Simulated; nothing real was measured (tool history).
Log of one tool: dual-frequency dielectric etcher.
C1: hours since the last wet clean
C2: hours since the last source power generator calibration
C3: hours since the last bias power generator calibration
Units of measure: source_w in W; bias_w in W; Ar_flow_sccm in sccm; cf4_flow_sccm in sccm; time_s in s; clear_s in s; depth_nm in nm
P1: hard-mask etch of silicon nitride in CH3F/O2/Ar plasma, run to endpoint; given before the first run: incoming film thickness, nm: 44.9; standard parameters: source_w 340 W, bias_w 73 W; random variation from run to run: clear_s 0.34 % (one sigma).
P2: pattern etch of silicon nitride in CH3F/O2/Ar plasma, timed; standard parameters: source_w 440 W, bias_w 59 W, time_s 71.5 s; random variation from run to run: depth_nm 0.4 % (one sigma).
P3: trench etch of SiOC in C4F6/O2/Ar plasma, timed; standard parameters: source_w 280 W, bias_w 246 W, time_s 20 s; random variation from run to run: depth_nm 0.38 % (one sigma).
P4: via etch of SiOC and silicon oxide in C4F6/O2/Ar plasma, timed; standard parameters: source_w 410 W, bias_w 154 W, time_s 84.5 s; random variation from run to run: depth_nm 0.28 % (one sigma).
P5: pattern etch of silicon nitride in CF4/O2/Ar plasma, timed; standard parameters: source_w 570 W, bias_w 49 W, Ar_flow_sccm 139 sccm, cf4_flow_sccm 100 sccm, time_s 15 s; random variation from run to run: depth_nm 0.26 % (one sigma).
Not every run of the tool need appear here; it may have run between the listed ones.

run 1 hour=6.6 | process=P1 source_w=340 bias_w=73 | C1=56.9 C2=2611.9 C3=1868.3 | clear_s=68.739
run 2 hour=13.5 | process=P5 source_w=570 bias_w=49 Ar_flow_sccm=184 cf4_flow_sccm=100 time_s=15 | C1=63.8 C2=2618.8 C3=1875.2 | depth_nm=28.788
run 3 hour=20.9 | process=P3 source_w=280 bias_w=246 time_s=27.5 | C1=71.2 C2=2626.2 C3=1882.6 | depth_nm=55.636
run 4 hour=27.4 | process=P5 source_w=570 bias_w=49 Ar_flow_sccm=139 cf4_flow_sccm=100 time_s=19 | C1=77.7 C2=2632.7 C3=1889.1 | depth_nm=38.1
run 5 hour=37.4 | process=P4 source_w=410 bias_w=154 time_s=112.5 | C1=87.7 C2=2642.7 C3=1899.1 | depth_nm=119.46
run 6 hour=46.6 | process=P3 source_w=280 bias_w=246 time_s=20 | C1=96.9 C2=2651.9 C3=1908.3 | depth_nm=40.395
run 7 hour=55.7 | process=P1 source_w=340 bias_w=73 | C1=106 C2=2661 C3=1917.4 | clear_s=68.605
run 8 hour=64.4 | process=P3 source_w=280 bias_w=246 time_s=20 | C1=114.7 C2=2669.7 C3=1926.1 | depth_nm=40.285
run 9 hour=71.1 | process=P5 source_w=680 bias_w=49 Ar_flow_sccm=139 cf4_flow_sccm=100 time_s=15 | C1=121.4 C2=2676.4 C3=1932.8 | depth_nm=34.912
run 10 hour=79.5 | process=P4 source_w=410 bias_w=124 time_s=84.5 | C1=129.8 C2=2684.8 C3=1941.2 | depth_nm=84.275
run 11 hour=84.5 | process=P1 source_w=250 bias_w=73 | C1=134.8 C2=2689.8 C3=1946.2 | clear_s=77.26
run 12 hour=93.9 | process=P2 source_w=520 bias_w=59 time_s=71.5 | C1=144.2 C2=2699.2 C3=1955.6 | depth_nm=51.852
run 13 hour=98.9 | process=P1 source_w=240 bias_w=52 | C1=149.2 C2=2704.2 C3=1960.6 | clear_s=88.077
run 14 hour=105.3 | process=P2 source_w=440 bias_w=59 time_s=71.5 | C1=155.6 C2=2710.6 C3=1967 | depth_nm=48.83
run 15 hour=112.5 | process=P1 source_w=340 bias_w=53 | C1=162.8 C2=2717.8 C3=1974.2 | clear_s=76.757
run 16 hour=119.1 | process=P3 source_w=280 bias_w=299 time_s=20 | C1=169.4 C2=2724.4 C3=1980.8 | depth_nm=42.938
run 17 hour=124.9 | process=P4 source_w=520 bias_w=154 time_s=84.5 | C1=175.2 C2=2730.2 C3=1986.6 | depth_nm=98.348
-- hour=132.8 bias power generator calibrated
run 18 hour=133.7 | process=P4 source_w=410 bias_w=154 time_s=84.5 | C1=184 C2=2739 C3=1 | depth_nm=90.147
run 19 hour=138.7 | process=P2 source_w=440 bias_w=59 time_s=39.5 | C1=189 C2=2744 C3=6 | depth_nm=26.791
run 20 hour=148.5 | process=P1 source_w=340 bias_w=73 | C1=198.8 C2=2753.8 C3=15.8 | clear_s=68.978
run 21 hour=158.3 | process=P4 source_w=410 bias_w=154 time_s=84.5 | C1=208.6 C2=2763.6 C3=25.6 | depth_nm=89.826
run 22 hour=165.9 | process=P1 source_w=260 bias_w=56 | C1=216.2 C2=2771.2 C3=33.2 | clear_s=83.561
run 23 hour=176 | process=P2 source_w=440 bias_w=59 time_s=71.5 | C1=226.3 C2=2781.3 C3=43.3 | depth_nm=48.563
run 24 hour=183.2 | process=P3 source_w=200 bias_w=246 time_s=20 | C1=233.5 C2=2788.5 C3=50.5 | depth_nm=35.493
run 25 hour=193 | process=P1 source_w=340 bias_w=73 | C1=243.3 C2=2798.3 C3=60.3 | clear_s=68.529
run 26 hour=202.1 | process=P1 source_w=340 bias_w=73 | C1=252.4 C2=2807.4 C3=69.4 | clear_s=68.896
run 27 hour=212.6 | process=P1 source_w=450 bias_w=73 | C1=262.9 C2=2817.9 C3=79.9 | clear_s=61.753
run 28 hour=217.3 | process=P2 source_w=440 bias_w=78 time_s=71.5 | C1=267.6 C2=2822.6 C3=84.6 | depth_nm=53.525
run 29 hour=224.3 | process=P5 source_w=570 bias_w=49 Ar_flow_sccm=139 cf4_flow_sccm=100 time_s=15 | C1=274.6 C2=2829.6 C3=91.6 | depth_nm=30.103
run 30 hour=233.4 | process=P5 source_w=570 bias_w=30 Ar_flow_sccm=139 cf4_flow_sccm=100 time_s=15 | C1=283.7 C2=2838.7 C3=100.7 | depth_nm=25.208
run 31 hour=238.4 | process=P1 source_w=340 bias_w=97 | C1=288.7 C2=2843.7 C3=105.7 | clear_s=62.171
run 32 hour=247.5 | process=P1 source_w=340 bias_w=73 | C1=297.8 C2=2852.8 C3=114.8 | clear_s=68.419
run 33 hour=254.8 | process=P1 source_w=270 bias_w=52 | C1=305.1 C2=2860.1 C3=122.1 | clear_s=84.317
run 34 hour=260 | process=P5 source_w=570 bias_w=49 Ar_flow_sccm=139 cf4_flow_sccm=137 time_s=15 | C1=310.3 C2=2865.3 C3=127.3 | depth_nm=31.432
run 35 hour=269.5 | process=P1 source_w=340 bias_w=73 | C1=319.8 C2=2874.8 C3=136.8 | clear_s=68.958
run 36 hour=276.6 | process=P1 source_w=340 bias_w=73 | C1=326.9 C2=2881.9 C3=143.9 | clear_s=69.233
run 37 hour=281.4 | process=P1 source_w=340 bias_w=73 | C1=331.7 C2=2886.7 C3=148.7 | clear_s=69.378
run 38 hour=288.4 | process=P1 source_w=340 bias_w=73 | C1=338.7 C2=2893.7 C3=155.7 | clear_s=69.842
run 39 hour=297.7 | process=P1 source_w=340 bias_w=73 | C1=348 C2=2903 C3=165 | clear_s=69.258
-- hour=303.9 wet clean of the chamber
run 40 hour=306.9 | process=P1 source_w=340 bias_w=73 | C1=3.1 C2=2912.2 C3=174.2 | clear_s=69.788
run 41 hour=313.2 | process=P1 source_w=340 bias_w=73 | C1=9.4 C2=2918.5 C3=180.5 | clear_s=70.187
run 42 hour=317.9 | process=P1 source_w=340 bias_w=73 | C1=14.1 C2=2923.2 C3=185.2 | clear_s=69.947
run 43 hour=327.2 | process=P1 source_w=340 bias_w=73 | C1=23.4 C2=2932.5 C3=194.5 | clear_s=69.799
run 44 hour=333.3 | process=P1 source_w=340 bias_w=73 | C1=29.5 C2=2938.6 C3=200.6 | clear_s=69.774

P1 has crept away from where it was. The log is fitted equally well by each of these 2 causes, at the sizes shown:
A: bias power that arrives under what is set, % = 4.77
B: source power that arrives under what is set, % = 4.39
The onset of the drift is placed at about hour 269.5.
Every other cause this tool's parts could produce, and why it does not fit the log:
chamber walls in a state that lowers the etch rate, %: serviced after onset, at hour 303.9, with no recovery of the prior output

Of the 4 check runs listed below, each run on one wafer and each result written as a question mark, which would let you distinguish the listed causes because they would give clearly different results?
run check 1 hour=339.4 | process=P4 source_w=410 bias_w=154 time_s=84.5 | depth_nm=?
run check 2 hour=339.4 | process=P5 source_w=570 bias_w=49 Ar_flow_sccm=139 cf4_flow_sccm=100 time_s=15 | depth_nm=?
run check 3 hour=339.4 | process=P2 source_w=440 bias_w=59 time_s=71.5 | depth_nm=?
run check 4 hour=339.4 | process=P3 source_w=280 bias_w=246 time_s=20 | depth_nm=?

What each check would give under each cause:
check=check_1 result=depth_nm if_A=88.453 if_B=88.236
check=check_2 result=depth_nm if_A=29.556 if_B=28.965
check=check_3 result=depth_nm if_A=48.041 if_B=47.966
check=check_4 result=depth_nm if_A=39.563 if_B=39.554
Distance between the nearest two causes, measured in the result of the check that separates them most: check 1 0.25 %; check 2 2.02 %; check 3 0.16 %; check 4 0.02 %
Check 2 tells the causes apart: in the others they would give nearly the same result.

Check 2 was carried out, with these results: depth_nm 29.591 nm. Which of the listed causes is responsible?

It is A: bias power that arrives under what is set, %.
